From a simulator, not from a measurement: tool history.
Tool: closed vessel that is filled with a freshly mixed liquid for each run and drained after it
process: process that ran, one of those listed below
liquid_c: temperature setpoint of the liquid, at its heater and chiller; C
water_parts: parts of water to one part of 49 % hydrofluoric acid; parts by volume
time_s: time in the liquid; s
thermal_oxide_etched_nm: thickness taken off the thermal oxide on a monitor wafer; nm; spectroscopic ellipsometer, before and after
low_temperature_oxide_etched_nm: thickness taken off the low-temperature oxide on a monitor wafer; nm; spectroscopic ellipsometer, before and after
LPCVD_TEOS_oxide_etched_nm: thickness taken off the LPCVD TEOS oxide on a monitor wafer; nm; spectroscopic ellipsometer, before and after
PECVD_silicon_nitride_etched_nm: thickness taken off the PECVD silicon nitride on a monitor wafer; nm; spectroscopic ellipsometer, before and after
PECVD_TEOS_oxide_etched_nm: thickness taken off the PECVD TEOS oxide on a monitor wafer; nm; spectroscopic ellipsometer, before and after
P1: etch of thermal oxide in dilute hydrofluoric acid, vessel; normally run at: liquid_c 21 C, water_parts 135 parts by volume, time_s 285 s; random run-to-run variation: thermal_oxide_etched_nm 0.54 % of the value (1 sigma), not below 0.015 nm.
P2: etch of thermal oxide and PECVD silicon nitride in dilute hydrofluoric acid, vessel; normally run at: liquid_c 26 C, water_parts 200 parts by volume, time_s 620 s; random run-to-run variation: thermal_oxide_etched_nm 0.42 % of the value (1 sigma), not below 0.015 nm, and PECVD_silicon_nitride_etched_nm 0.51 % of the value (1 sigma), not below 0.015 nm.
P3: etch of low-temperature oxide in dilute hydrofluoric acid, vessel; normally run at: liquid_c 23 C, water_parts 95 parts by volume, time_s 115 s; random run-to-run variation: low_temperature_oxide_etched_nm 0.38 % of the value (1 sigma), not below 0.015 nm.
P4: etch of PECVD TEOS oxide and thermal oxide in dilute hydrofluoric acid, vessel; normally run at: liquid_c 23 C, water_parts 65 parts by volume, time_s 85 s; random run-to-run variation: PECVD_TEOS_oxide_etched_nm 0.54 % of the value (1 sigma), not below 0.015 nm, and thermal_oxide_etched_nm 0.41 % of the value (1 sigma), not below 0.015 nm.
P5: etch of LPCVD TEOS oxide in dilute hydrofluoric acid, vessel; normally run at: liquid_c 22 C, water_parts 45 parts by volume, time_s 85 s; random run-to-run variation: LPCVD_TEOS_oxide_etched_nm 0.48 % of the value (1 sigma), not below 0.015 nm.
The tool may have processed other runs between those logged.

run,day,process,liquid_c,water_parts,time_s,hours since the thermometer was replaced,hours since the hydrofluoric acid flow meter was replaced,thermal_oxide_etched_nm,low_temperature_oxide_etched_nm,LPCVD_TEOS_oxide_etched_nm,PECVD_silicon_nitride_etched_nm,PECVD_TEOS_oxide_etched_nm
1,0.529,P1,21,135,285,1179.4,550.4,8.1053,,,,
2,1.058,P1,21,135,60,1192.1,563.1,1.7152,,,,
3,1.396,P3,23,95,115,1200.2,571.2,,26.514,,,
4,1.871,P1,17,135,285,1211.6,582.6,7.0043,,,,
5,2.233,P5,22,45,85,1220.3,591.3,,,42.067,,
6,2.533,P5,17,45,85,1227.5,598.5,,,33.974,,
7,2.842,P5,22,20,85,1234.9,605.9,,,97.745,,
8,3.312,P5,22,45,155,1246.2,617.2,,,77.087,,
9,3.796,P1,21,30,155,1257.8,628.8,22.713,,,,
10,4.229,P1,29,135,285,1268.2,639.2,11.174,,,,
11,4.521,P3,23,95,190,1275.2,646.2,,44.155,,,
# day 4.775: thermometer replaced
12,4.967,P1,24.5,135,110,4.7,656.9,3.6154,,,,
13,5.221,P1,21,235,285,10.8,663,4.2707,,,,
14,5.746,P2,26,200,80,23.4,675.6,1.8685,,,2.5994,
15,6.067,P1,21,30,285,31.1,683.3,41.663,,,,
16,6.588,P3,23,95,115,43.6,695.8,,26.384,,,
17,6.862,P1,21,135,285,50.2,702.4,8.1783,,,,
18,7.367,P1,21,135,285,62.3,714.5,8.1321,,,,
19,7.8,P2,26,295,620,72.7,724.9,8.8203,,,13.521,
20,8.221,P3,23,150,115,82.8,735,,15.788,,,
21,8.583,P2,20,200,620,91.5,743.7,11.525,,,13.709,
22,8.862,P2,26,200,620,98.2,750.4,14.421,,,19.888,
23,9.296,P2,26,200,620,108.6,760.8,14.378,,,19.911,
24,9.792,P1,21,135,425,120.5,772.7,12.128,,,,
25,10.133,P4,23,65,160,128.7,780.9,12.837,,,,37.259
26,10.446,P1,21,135,285,136.2,788.4,8.1293,,,,
27,10.717,P4,23,65,85,142.7,794.9,6.8268,,,,19.812
28,11.225,P3,30,95,115,154.9,807.1,,35.004,,,
29,11.479,P5,22,45,85,161,813.2,,,42.353,,
# day 11.679: hydrofluoric acid flow meter replaced
30,11.938,P1,17,135,170,172,6.2,4.169,,,,
31,12.179,P1,21,135,285,177.8,12,8.2253,,,,
32,12.612,P1,21,135,285,188.2,22.4,8.0858,,,,
33,12.888,P4,23,65,85,194.8,29,6.8655,,,,19.768
34,13.196,P4,23,105,85,202.2,36.4,3.993,,,,11.692
35,13.696,P4,29,65,85,214.2,48.4,8.6539,,,,25.481
36,14.154,P1,21,135,285,225.2,59.4,8.1673,,,,
37,14.417,P1,21,135,285,231.5,65.7,8.3792,,,,
38,14.725,P1,21,135,285,238.9,73.1,8.4446,,,,
39,15.1,P1,21,135,285,247.9,82.1,8.5688,,,,
40,15.529,P1,21,135,285,258.2,92.4,8.6273,,,,
41,15.812,P1,21,135,285,265,99.2,8.684,,,,
42,16.262,P1,21,135,285,275.8,110,8.6426,,,,
43,16.629,P1,21,135,285,284.6,118.8,8.7394,,,,
44,17.054,P1,21,135,285,294.8,129,8.7285,,,,
45,17.483,P1,21,135,285,305.1,139.3,8.7572,,,,

Compared with where it was, what P1 gives has crept away. Each cause listed below fits the log as well as the rest, at the size given for it:
A: hydrofluoric acid flow above the setpoint (%) = 6.82
B: liquid hotter than its thermometer reads (K) = 1.92
The drift started at roughly day 14.154.

Below are 4 check runs, each on a single wafer, with their results shown as question marks. Which of them would tell the listed causes apart, meaning the causes would give clearly different results under it?
check 1,17.912,P2,26,200,620,,,?,,,?,
check 2,17.912,P5,22,45,85,,,,,?,,
check 3,17.912,P4,23,65,85,,,?,,,,?
check 4,17.912,P3,23,95,115,,,,?,,,

What every check run would give for each of its results, assuming each possible cause in turn:
check,result,if A,if B
check 1,thermal_oxide_etched_nm,15.647,15.464
check 1,PECVD_silicon_nitride_etched_nm,21.426,22.574
check 2,LPCVD_TEOS_oxide_etched_nm,45.231,45.705
check 3,thermal_oxide_etched_nm,7.3235,7.374
check 3,PECVD_TEOS_oxide_etched_nm,21.404,21.551
check 4,low_temperature_oxide_etched_nm,28.661,28.746
Gap, in per cent, between the two causes that each check separates least, read from the result that separates them most: check 1 5.22 %; check 2 1.04 %; check 3 0.69 %; check 4 0.3 %
The causes can be told apart only by check 1. The other checks would give nearly the same results under each of them.

With check 1 done, the readings were: thermal_oxide_etched_nm 15.464 nm; PECVD_silicon_nitride_etched_nm 22.529 nm. Identify which of the listed causes applies.

B is the cause: liquid hotter than its thermometer reads (K).
